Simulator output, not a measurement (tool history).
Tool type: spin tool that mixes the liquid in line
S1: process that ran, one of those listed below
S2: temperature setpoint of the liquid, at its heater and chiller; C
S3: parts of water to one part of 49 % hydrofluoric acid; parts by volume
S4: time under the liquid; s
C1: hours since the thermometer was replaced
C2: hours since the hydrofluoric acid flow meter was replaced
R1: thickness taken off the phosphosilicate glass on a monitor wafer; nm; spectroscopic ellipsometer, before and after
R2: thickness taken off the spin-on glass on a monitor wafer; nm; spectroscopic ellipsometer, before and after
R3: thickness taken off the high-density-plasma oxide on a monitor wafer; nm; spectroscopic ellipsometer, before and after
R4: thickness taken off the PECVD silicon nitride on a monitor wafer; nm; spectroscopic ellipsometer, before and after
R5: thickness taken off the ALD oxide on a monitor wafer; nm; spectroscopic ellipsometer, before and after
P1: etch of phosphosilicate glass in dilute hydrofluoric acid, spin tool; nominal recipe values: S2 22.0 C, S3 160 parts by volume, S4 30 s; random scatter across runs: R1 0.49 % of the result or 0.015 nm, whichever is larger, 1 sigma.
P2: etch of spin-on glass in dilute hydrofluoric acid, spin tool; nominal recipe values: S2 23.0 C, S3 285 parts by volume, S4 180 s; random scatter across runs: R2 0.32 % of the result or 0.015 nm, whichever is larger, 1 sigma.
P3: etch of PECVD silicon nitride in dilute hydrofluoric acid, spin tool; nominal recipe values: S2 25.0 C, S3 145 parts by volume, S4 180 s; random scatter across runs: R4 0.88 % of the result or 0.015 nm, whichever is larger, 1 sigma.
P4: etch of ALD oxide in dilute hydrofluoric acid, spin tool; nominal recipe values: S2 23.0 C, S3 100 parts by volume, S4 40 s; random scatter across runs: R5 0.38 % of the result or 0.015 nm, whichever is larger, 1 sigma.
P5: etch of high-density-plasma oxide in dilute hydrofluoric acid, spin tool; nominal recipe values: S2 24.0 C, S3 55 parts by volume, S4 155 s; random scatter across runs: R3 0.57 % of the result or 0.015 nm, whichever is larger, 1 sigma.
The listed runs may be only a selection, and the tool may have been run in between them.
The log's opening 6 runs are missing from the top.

run 7 hour=40.8 | S1=P1 S2=18.0 S3=160 S4=30 | C1=1117.6 C2=430.1 | R1=28.135
run 8 hour=48.0 | S1=P5 S2=24.0 S3=55 S4=155 | C1=1124.8 C2=437.3 | R3=15.5310
run 9 hour=56.5 | S1=P3 S2=17.0 S3=145 S4=180 | C1=1133.3 C2=445.8 | R4=1.4870
run 10 hour=65.8 | S1=P4 S2=23.0 S3=100 S4=80 | C1=1142.6 C2=455.1 | R5=19.0170
run 11 hour=72.4 | S1=P3 S2=25.0 S3=30 S4=180 | C1=1149.2 C2=461.7 | R4=11.9290
run 12 hour=78.1 | S1=P5 S2=29.0 S3=55 S4=155 | C1=1154.9 C2=467.4 | R3=19.1600
run 13 hour=83.4 | S1=P5 S2=24.0 S3=100 S4=155 | C1=1160.2 C2=472.7 | R3=7.9881
run 14 hour=90.8 | S1=P1 S2=22.0 S3=255 S4=30 | C1=1167.6 C2=480.1 | R1=18.548
run 15 hour=98.1 | S1=P2 S2=17.0 S3=285 S4=180 | C1=1174.9 C2=487.4 | R2=14.679
run 16 hour=105.1 | S1=P1 S2=22.0 S3=160 S4=30 | C1=1181.9 C2=494.4 | R1=32.574
run 17 hour=109.8 | S1=P3 S2=25.0 S3=145 S4=325 | C1=1186.6 C2=499.1 | R4=4.5542
run 18 hour=116.0 | S1=P1 S2=22.0 S3=45 S4=30 | C1=1192.8 C2=505.3 | R1=133.940
run 19 hour=123.0 | S1=P2 S2=23.0 S3=285 S4=325 | C1=1199.8 C2=512.3 | R2=33.140
run 20 hour=132.2 | S1=P1 S2=28.5 S3=160 S4=30 | C1=1209.0 C2=521.5 | R1=42.220
run 21 hour=141.8 | S1=P1 S2=17.0 S3=45 S4=30 | C1=1218.6 C2=531.1 | R1=107.560
run 22 hour=149.0 | S1=P4 S2=23.0 S3=180 S4=40 | C1=1225.8 C2=538.3 | R5=4.8864

Predict the results of run 23:
run 23 hour=153.4 | S1=P2 S2=23.0 S3=155 S4=180 | C1=1230.2 C2=542.7 | R2=?

Run 23 measured R2 38.695 nm.

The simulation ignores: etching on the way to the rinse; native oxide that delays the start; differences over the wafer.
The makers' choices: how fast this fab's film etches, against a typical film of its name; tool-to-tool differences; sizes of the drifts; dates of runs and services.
